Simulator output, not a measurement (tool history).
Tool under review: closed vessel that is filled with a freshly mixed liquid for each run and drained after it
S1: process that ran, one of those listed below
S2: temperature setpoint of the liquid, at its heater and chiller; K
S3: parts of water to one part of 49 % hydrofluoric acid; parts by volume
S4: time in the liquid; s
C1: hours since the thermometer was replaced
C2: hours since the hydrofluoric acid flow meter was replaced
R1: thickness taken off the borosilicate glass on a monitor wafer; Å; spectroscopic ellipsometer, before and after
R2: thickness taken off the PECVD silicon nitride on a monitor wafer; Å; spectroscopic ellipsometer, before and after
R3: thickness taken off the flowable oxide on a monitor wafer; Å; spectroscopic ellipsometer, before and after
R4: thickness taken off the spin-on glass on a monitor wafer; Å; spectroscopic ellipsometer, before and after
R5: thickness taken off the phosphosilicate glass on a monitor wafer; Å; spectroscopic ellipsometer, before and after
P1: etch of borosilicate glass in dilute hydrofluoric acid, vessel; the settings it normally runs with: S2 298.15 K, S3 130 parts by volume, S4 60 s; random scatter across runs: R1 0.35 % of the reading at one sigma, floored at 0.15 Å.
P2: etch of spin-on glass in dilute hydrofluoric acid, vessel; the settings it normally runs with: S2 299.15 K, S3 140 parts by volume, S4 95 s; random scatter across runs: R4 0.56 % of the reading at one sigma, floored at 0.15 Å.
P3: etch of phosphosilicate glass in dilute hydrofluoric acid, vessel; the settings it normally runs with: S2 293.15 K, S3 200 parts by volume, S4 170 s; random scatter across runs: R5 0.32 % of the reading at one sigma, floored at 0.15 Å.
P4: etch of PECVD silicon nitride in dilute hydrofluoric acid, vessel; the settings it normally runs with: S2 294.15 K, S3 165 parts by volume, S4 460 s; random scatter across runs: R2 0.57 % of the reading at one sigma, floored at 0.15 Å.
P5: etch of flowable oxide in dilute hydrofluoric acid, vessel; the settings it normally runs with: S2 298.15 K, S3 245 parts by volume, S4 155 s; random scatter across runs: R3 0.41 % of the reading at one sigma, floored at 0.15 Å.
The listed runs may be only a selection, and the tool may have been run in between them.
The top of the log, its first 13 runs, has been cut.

run,hour,S1,S2,S3,S4,C1,C2,R1,R2,R3,R4,R5
14,95.0,P5,298.15,245,295,20.8,842.0,,,240.67,,
15,102.6,P4,294.15,165,675,28.4,849.6,,185.66,,,
16,111.0,P1,298.15,130,60,36.8,858.0,200.210,,,,
17,120.3,P1,295.15,35,60,46.1,867.3,742.000,,,,
18,130.0,P1,298.15,75,60,55.8,877.0,370.920,,,,
19,137.3,P1,298.15,130,115,63.1,884.3,384.410,,,,
20,145.2,P3,293.15,65,170,71.0,892.2,,,,,1367.40
21,151.7,P2,299.15,140,145,77.5,898.7,,,,334.32,
22,157.0,P1,298.15,130,30,82.8,904.0,100.040,,,,
23,162.8,P3,293.15,200,95,88.6,909.8,,,,,214.52
24,167.9,P1,298.15,130,60,93.7,914.9,200.270,,,,
25,177.5,P4,294.15,35,460,103.3,924.5,,574.58,,,
26,185.1,P2,299.15,140,95,110.9,932.1,,,,219.93,

Estimate the outcome of run 27 from the log above:
27,194.0,P1,298.15,130,60,119.8,941.0,?,,,,

{"run 27": {"R1": 198.91}}
